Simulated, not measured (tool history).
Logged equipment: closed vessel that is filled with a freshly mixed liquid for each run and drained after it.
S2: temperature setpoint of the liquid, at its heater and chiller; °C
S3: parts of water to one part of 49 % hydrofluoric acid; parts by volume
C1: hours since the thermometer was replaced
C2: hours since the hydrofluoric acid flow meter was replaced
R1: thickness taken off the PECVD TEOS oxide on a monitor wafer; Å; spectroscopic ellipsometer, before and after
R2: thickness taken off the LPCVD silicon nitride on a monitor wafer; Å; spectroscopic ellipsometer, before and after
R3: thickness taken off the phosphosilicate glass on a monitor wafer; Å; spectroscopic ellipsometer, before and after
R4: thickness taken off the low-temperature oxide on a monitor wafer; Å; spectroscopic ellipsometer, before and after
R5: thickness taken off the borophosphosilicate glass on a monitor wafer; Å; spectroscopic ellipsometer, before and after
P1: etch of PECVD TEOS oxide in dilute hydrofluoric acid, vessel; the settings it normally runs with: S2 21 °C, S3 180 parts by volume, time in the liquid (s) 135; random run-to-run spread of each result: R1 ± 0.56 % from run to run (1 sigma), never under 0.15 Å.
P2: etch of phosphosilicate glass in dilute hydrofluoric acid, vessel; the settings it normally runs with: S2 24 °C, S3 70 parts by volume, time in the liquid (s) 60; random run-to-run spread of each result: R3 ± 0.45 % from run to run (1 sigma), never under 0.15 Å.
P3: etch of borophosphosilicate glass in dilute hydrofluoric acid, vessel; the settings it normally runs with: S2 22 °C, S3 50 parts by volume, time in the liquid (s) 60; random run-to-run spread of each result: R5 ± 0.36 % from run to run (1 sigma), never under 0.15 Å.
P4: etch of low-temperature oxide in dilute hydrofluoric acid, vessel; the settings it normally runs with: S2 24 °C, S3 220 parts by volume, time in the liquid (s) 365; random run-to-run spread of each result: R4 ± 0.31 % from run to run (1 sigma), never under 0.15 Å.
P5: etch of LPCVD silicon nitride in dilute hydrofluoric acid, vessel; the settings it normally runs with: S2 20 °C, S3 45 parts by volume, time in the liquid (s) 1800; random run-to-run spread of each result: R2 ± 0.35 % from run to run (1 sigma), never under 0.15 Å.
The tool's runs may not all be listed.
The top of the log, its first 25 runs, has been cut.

Run 26, day 10.204: process that ran P1, S2 21 °C, S3 180 parts by volume, time in the liquid (s) 195; C1 522.3; C2 104.3. Result: R1 117.74 Å.
Run 27, day 10.483: process that ran P1, S2 26.5 °C, S3 180 parts by volume, time in the liquid (s) 135; C1 529; C2 111. Result: R1 101.64 Å.
Run 28, day 10.958: process that ran P4, S2 24 °C, S3 220 parts by volume, time in the liquid (s) 365; C1 540.4; C2 122.4. Result: R4 488.38 Å.
Run 29, day 11.308: process that ran P5, S2 20 °C, S3 45 parts by volume, time in the liquid (s) 2700; C1 548.8; C2 130.8. Result: R2 201.84 Å.
Run 30, day 11.779: process that ran P1, S2 21 °C, S3 180 parts by volume, time in the liquid (s) 135; C1 560.1; C2 142.1. Result: R1 83.248 Å.
Run 31, day 12.075: process that ran P1, S2 21 °C, S3 180 parts by volume, time in the liquid (s) 135; C1 567.2; C2 149.2. Result: R1 84.182 Å.
Run 32, day 12.612: process that ran P1, S2 21 °C, S3 180 parts by volume, time in the liquid (s) 135; C1 580.1; C2 162.1. Result: R1 85.212 Å.
Run 33, day 12.996: process that ran P1, S2 21 °C, S3 180 parts by volume, time in the liquid (s) 135; C1 589.3; C2 171.3. Result: R1 86.373 Å.
Run 34, day 13.438: process that ran P1, S2 21 °C, S3 180 parts by volume, time in the liquid (s) 135; C1 599.9; C2 181.9. Result: R1 87.805 Å.

What will run 35 give?
Run 35, day 13.779: process that ran P1, S2 21 °C, S3 180 parts by volume, time in the liquid (s) 135; C1 608.1; C2 190.1. Result: R1 ?.

Run 35 came out at R1 87.593 Å.

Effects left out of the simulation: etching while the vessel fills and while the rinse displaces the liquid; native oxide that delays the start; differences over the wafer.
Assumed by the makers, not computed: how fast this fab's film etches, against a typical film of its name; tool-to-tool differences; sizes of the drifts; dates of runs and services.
